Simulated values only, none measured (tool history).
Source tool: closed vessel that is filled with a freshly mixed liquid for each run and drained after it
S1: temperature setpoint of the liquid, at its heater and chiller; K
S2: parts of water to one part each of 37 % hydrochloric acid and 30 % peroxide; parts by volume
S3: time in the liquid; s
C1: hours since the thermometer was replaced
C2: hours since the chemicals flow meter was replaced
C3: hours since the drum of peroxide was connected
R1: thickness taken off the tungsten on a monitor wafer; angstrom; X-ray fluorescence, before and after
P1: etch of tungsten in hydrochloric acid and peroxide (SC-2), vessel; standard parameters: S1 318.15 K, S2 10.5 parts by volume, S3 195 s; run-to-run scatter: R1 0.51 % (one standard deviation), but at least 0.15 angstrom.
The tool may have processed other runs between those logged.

| run | hour | S1 | S2 | S3 | C1 | C2 | C3 | R1 |
|---|---|---|---|---|---|---|---|---|
| 1 | 8.4 | 318.15 | 10.5 | 195 | 451.4 | 391.1 | 782.4 | 485.32 |
| 2 | 16.6 | 308.15 | 10.5 | 195 | 459.6 | 399.3 | 790.6 | 241.75 |
| 3 | 30.8 | 318.15 | 10.5 | 195 | 473.8 | 413.5 | 804.8 | 490.97 |
|  | 44.3 | new drum of peroxide connected |
| 4 | 44.4 | 334.15 | 10.5 | 195 | 487.4 | 427.1 | 0.1 | 1396.10 |
| 5 | 55.1 | 318.15 | 10.5 | 70 | 498.1 | 437.8 | 10.8 | 177.20 |
| 6 | 64.5 | 328.65 | 10.5 | 310 | 507.5 | 447.2 | 20.2 | 1568.30 |
| 7 | 77.2 | 327.65 | 14.0 | 195 | 520.2 | 459.9 | 32.9 | 720.21 |
| 8 | 90.6 | 318.15 | 4.0 | 195 | 533.6 | 473.3 | 46.3 | 1025.10 |
| 9 | 101.9 | 318.15 | 10.5 | 295 | 544.9 | 484.6 | 57.6 | 741.82 |
| 10 | 117.0 | 318.15 | 10.5 | 195 | 560.0 | 499.7 | 72.7 | 492.78 |
| 11 | 129.3 | 318.15 | 10.5 | 195 | 572.3 | 512.0 | 85.0 | 488.64 |
| 12 | 137.2 | 318.15 | 18.5 | 195 | 580.2 | 519.9 | 92.9 | 298.73 |

Run 13 is up next; what results do you expect?
| 13 | 147.5 | 318.15 | 10.5 | 195 | 590.5 | 530.2 | 103.2 | ? |

{"run 13": {"R1": 488.78}}

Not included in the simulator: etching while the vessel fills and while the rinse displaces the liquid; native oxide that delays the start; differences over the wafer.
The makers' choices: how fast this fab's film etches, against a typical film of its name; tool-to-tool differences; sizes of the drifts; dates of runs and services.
